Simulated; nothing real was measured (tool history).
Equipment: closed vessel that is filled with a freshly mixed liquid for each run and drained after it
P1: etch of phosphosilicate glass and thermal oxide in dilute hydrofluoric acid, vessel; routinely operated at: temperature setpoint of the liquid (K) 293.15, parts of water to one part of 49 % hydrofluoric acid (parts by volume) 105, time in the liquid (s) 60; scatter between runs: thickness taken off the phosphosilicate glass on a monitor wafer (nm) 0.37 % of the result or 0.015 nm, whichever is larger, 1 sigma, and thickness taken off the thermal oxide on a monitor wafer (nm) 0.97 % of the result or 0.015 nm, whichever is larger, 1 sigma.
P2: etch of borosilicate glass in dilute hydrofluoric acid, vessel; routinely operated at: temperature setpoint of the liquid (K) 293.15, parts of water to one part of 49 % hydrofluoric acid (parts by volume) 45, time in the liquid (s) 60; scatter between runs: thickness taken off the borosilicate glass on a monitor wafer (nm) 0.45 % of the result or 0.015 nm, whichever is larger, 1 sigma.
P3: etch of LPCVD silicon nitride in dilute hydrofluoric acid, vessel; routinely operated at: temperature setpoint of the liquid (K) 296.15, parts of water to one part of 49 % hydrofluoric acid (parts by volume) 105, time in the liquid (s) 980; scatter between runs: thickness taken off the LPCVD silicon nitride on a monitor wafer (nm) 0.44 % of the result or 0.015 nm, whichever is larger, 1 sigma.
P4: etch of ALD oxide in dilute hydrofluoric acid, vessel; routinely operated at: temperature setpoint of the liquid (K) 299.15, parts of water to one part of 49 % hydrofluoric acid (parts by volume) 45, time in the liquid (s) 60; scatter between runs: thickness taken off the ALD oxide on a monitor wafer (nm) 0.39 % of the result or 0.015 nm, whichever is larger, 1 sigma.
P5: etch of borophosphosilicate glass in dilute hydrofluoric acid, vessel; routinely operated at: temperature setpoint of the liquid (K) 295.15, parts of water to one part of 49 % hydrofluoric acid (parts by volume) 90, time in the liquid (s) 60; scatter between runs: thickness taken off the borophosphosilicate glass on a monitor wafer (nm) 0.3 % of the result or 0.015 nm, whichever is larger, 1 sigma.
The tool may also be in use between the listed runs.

run,hour,process that ran,temperature setpoint of the liquid (K),parts of water to one part of 49 % hydrofluoric acid (parts by volume),time in the liquid (s),hours since the thermometer was replaced,hours since the hydrofluoric acid flow meter was replaced,thickness taken off the phosphosilicate glass on a monitor wafer (nm),thickness taken off the thermal oxide on a monitor wafer (nm),thickness taken off the borophosphosilicate glass on a monitor wafer (nm),thickness taken off the borosilicate glass on a monitor wafer (nm),thickness taken off the ALD oxide on a monitor wafer (nm),thickness taken off the LPCVD silicon nitride on a monitor wafer (nm)
1,8.2,P1,293.15,105,60,640.8,550.6,49.262,2.2370,,,,
2,15.7,P1,297.65,145,60,648.3,558.1,40.913,1.8342,,,,
3,27.1,P5,302.15,90,60,659.7,569.5,,,37.858,,,
4,37.6,P2,293.15,20,60,670.2,580.0,,,,47.181,,
5,47.0,P4,299.15,45,60,679.6,589.4,,,,,33.037,
6,55.3,P1,293.15,105,30,687.9,597.7,24.669,1.1272,,,,
7,64.9,P4,299.15,70,60,697.5,607.3,,,,,20.418,
8,73.3,P1,296.65,145,60,705.9,615.7,39.271,1.7445,,,,
9,86.6,P2,290.15,45,60,719.2,629.0,,,,18.138,,
10,99.5,P3,296.15,105,1680,732.1,641.9,,,,,,8.0885
11,115.8,P4,299.15,45,30,748.4,658.2,,,,,16.531,
12,124.1,P1,293.15,105,100,756.7,666.5,82.442,3.6983,,,,
13,131.7,P1,298.65,105,60,764.3,674.1,61.355,2.7686,,,,
14,139.7,P1,293.15,175,60,772.3,682.1,27.493,1.2522,,,,
15,147.8,P1,293.15,105,60,780.4,690.2,49.116,2.2230,,,,
16,161.1,P5,295.15,20,60,793.7,703.5,,,141.190,,,
17,175.0,P5,295.15,90,60,807.6,717.4,,,28.568,,,
18,184.5,P4,299.15,45,60,817.1,726.9,,,,,32.837,
19,199.2,P1,293.15,105,60,831.8,741.6,49.528,2.2473,,,,
20,214.0,P4,306.15,45,60,846.6,756.4,,,,,43.282,
# hour 217.2: thermometer replaced
21,222.2,P1,293.15,105,60,5.0,764.6,49.345,2.2159,,,,
22,230.1,P3,296.15,185,980,12.9,772.5,,,,,,2.7282
# hour 245.6: hydrofluoric acid flow meter replaced
23,246.2,P1,293.15,105,60,29.0,0.7,49.298,2.2173,,,,
24,259.6,P3,296.15,105,980,42.4,14.1,,,,,,4.7378
25,275.2,P1,293.15,55,60,58.0,29.7,99.269,4.4290,,,,
26,288.3,P5,295.15,90,30,71.1,42.8,,,14.401,,,
27,301.1,P2,293.15,45,60,83.9,55.6,,,,20.378,,
28,309.6,P1,290.15,105,60,92.4,64.1,43.667,2.0056,,,,
29,325.6,P3,290.65,105,980,108.4,80.1,,,,,,3.2825
30,340.5,P1,293.15,105,60,123.3,95.0,49.360,2.2537,,,,
31,350.3,P1,297.15,180,60,133.1,104.8,31.077,1.4170,,,,
32,364.0,P5,295.15,90,60,146.8,118.5,,,28.679,,,
33,374.0,P2,293.15,45,115,156.8,128.5,,,,39.182,,

Estimate the outcome of run 34 from the log above:
34,381.6,P1,293.15,105,60,164.4,136.1,?,?,,,,

For run 34 the tool returned thickness taken off the phosphosilicate glass on a monitor wafer (nm) 49.623, thickness taken off the thermal oxide on a monitor wafer (nm) 2.2261.
